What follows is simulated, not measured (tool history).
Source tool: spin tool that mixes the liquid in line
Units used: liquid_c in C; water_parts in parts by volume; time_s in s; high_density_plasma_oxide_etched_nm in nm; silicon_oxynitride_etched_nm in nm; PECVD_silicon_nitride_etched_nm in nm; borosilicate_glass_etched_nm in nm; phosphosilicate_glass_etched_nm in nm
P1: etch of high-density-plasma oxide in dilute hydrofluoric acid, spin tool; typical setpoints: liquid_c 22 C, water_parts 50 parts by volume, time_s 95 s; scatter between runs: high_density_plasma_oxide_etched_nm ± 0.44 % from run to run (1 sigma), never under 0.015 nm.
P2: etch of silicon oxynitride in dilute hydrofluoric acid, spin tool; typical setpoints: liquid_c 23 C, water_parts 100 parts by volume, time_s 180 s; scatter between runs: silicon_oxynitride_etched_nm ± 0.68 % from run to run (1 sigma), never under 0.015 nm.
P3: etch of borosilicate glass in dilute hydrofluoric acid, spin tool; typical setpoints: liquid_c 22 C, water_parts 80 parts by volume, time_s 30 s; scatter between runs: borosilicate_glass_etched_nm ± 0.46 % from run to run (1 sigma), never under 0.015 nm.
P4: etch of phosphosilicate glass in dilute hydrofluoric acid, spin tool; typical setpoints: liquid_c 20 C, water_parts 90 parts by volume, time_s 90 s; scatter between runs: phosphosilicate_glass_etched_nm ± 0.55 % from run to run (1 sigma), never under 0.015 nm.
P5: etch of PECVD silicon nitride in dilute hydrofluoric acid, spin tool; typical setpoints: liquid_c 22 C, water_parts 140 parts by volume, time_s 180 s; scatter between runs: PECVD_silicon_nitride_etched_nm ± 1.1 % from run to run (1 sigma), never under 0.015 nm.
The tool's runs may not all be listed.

| run | hour | process | liquid_c | water_parts | time_s | hours since the thermometer was replaced | hours since the hydrofluoric acid flow meter was replaced | high_density_plasma_oxide_etched_nm | silicon_oxynitride_etched_nm | PECVD_silicon_nitride_etched_nm | borosilicate_glass_etched_nm | phosphosilicate_glass_etched_nm |
|---|---|---|---|---|---|---|---|---|---|---|---|---|
| 1 | 7 | P1 | 22 | 50 | 95 | 1628.5 | 902.3 | 9.9861 |  |  |  |  |
| 2 | 17.2 | P2 | 23 | 30 | 180 | 1638.7 | 912.5 |  | 11.816 |  |  |  |
| 3 | 28 | P5 | 22 | 140 | 180 | 1649.5 | 923.3 |  |  | 2.5115 |  |  |
| 4 | 37.3 | P5 | 22 | 30 | 180 | 1658.8 | 932.6 |  |  | 11.377 |  |  |
| 5 | 45.5 | P3 | 22 | 25 | 30 | 1667 | 940.8 |  |  |  | 31.486 |  |
| 6 | 55.8 | P1 | 22 | 50 | 95 | 1677.3 | 951.1 | 10.009 |  |  |  |  |
| 7 | 62.9 | P4 | 20 | 90 | 150 | 1684.4 | 958.2 |  |  |  |  | 82.599 |
| 8 | 68.3 | P2 | 19.5 | 100 | 180 | 1689.8 | 963.6 |  | 2.8556 |  |  |  |
| 9 | 79.4 | P1 | 22 | 50 | 95 | 1700.9 | 974.7 | 9.9598 |  |  |  |  |
| 10 | 88.1 | P4 | 17 | 90 | 90 | 1709.6 | 983.4 |  |  |  |  | 43.781 |
| 11 | 99 | P1 | 22 | 50 | 95 | 1720.5 | 994.3 | 9.9901 |  |  |  |  |
| 12 | 108.6 | P3 | 28.5 | 80 | 30 | 1730.1 | 1003.9 |  |  |  | 11.792 |  |
| 13 | 117.8 | P4 | 20 | 160 | 90 | 1739.3 | 1013.1 |  |  |  |  | 25.867 |
| 14 | 128.7 | P5 | 17 | 140 | 180 | 1750.2 | 1024 |  |  | 1.8179 |  |  |
|  | 129 | hydrofluoric acid flow meter replaced |
| 15 | 138.1 | P1 | 22 | 30 | 95 | 1759.6 | 9.1 | 17.162 |  |  |  |  |
| 16 | 147.9 | P3 | 22 | 80 | 15 | 1769.4 | 18.9 |  |  |  | 4.5441 |  |
| 17 | 154.7 | P1 | 22 | 50 | 165 | 1776.2 | 25.7 | 17.404 |  |  |  |  |
| 18 | 161.5 | P2 | 23 | 100 | 45 | 1783 | 32.5 |  | 0.83252 |  |  |  |
| 19 | 171.4 | P1 | 22 | 50 | 95 | 1792.9 | 42.4 | 9.9435 |  |  |  |  |
| 20 | 180.5 | P1 | 27 | 50 | 95 | 1802 | 51.5 | 12.239 |  |  |  |  |
| 21 | 190.1 | P4 | 20 | 90 | 90 | 1811.6 | 61.1 |  |  |  |  | 49.365 |
| 22 | 198.8 | P1 | 22 | 50 | 50 | 1820.3 | 69.8 | 5.2793 |  |  |  |  |
| 23 | 209.9 | P1 | 22 | 80 | 95 | 1831.4 | 80.9 | 6.0067 |  |  |  |  |
| 24 | 219.5 | P1 | 28 | 25 | 95 | 1841 | 90.5 | 26.43 |  |  |  |  |
| 25 | 228.6 | P4 | 20 | 90 | 90 | 1850.1 | 99.6 |  |  |  |  | 49.854 |
| 26 | 235.5 | P5 | 22 | 140 | 85 | 1857 | 106.5 |  |  | 1.2151 |  |  |
| 27 | 245.9 | P2 | 23 | 100 | 180 | 1867.4 | 116.9 |  | 3.3923 |  |  |  |
| 28 | 254.6 | P1 | 18.5 | 50 | 95 | 1876.1 | 125.6 | 8.5747 |  |  |  |  |
| 29 | 262 | P1 | 22 | 50 | 95 | 1883.5 | 133 | 9.9786 |  |  |  |  |
| 30 | 268.7 | P2 | 23 | 100 | 180 | 1890.2 | 139.7 |  | 3.3597 |  |  |  |
| 31 | 275.7 | P3 | 22 | 80 | 30 | 1897.2 | 146.7 |  |  |  | 9.1303 |  |
| 32 | 283.4 | P1 | 22 | 50 | 95 | 1904.9 | 154.4 | 10.003 |  |  |  |  |
| 33 | 289.4 | P1 | 22 | 50 | 95 | 1910.9 | 160.4 | 9.5977 |  |  |  |  |
| 34 | 294.4 | P1 | 22 | 50 | 95 | 1915.9 | 165.4 | 9.5176 |  |  |  |  |
| 35 | 305.5 | P1 | 22 | 50 | 95 | 1927 | 176.5 | 9.272 |  |  |  |  |
| 36 | 314 | P1 | 22 | 50 | 95 | 1935.5 | 185 | 9.2016 |  |  |  |  |
| 37 | 319.5 | P1 | 22 | 50 | 95 | 1941 | 190.5 | 9.2006 |  |  |  |  |
| 38 | 324.9 | P1 | 22 | 50 | 95 | 1946.4 | 195.9 | 9.1088 |  |  |  |  |

P1 has crept away from where it was. The log is fitted equally well by each of these 2 causes, at the sizes shown:
A: hydrofluoric acid flow below the setpoint (%) = 7.18
B: liquid colder than its thermometer reads (K) = 1.89
The process output started creeping at around hour 283.4.

The list below offers 4 check runs, each averaging the results of 3 wafers, and shows each result as a question mark. For which of them would the listed causes give clearly different results?
| check 1 | 330.3 | P5 | 22 | 140 | 180 |  |  |  |  | ? |  |  |
| check 2 | 330.3 | P4 | 20 | 90 | 90 |  |  |  |  |  |  | ? |
| check 3 | 330.3 | P2 | 23 | 100 | 180 |  |  |  | ? |  |  |  |
| check 4 | 330.3 | P3 | 22 | 80 | 30 |  |  |  |  |  | ? |  |

Expected result of each check under each candidate cause:
| check | result | if A | if B |
|---|---|---|---|
| check 1 | PECVD_silicon_nitride_etched_nm | 2.3399 | 2.2203 |
| check 2 | phosphosilicate_glass_etched_nm | 45.861 | 46.024 |
| check 3 | silicon_oxynitride_etched_nm | 3.1124 | 3.0812 |
| check 4 | borosilicate_glass_etched_nm | 8.3865 | 8.4203 |
Per check, the gap between the least separated pair of causes, taken in the result that splits them most: check 1 5.24 %; check 2 0.36 %; check 3 1.01 %; check 4 0.4 %
Check 1 tells the causes apart: in the others they would give nearly the same result.

After running check 1, the following was obtained: PECVD_silicon_nitride_etched_nm 2.2175 nm. Which cause does this point to?

It was cause B: liquid colder than its thermometer reads (K).

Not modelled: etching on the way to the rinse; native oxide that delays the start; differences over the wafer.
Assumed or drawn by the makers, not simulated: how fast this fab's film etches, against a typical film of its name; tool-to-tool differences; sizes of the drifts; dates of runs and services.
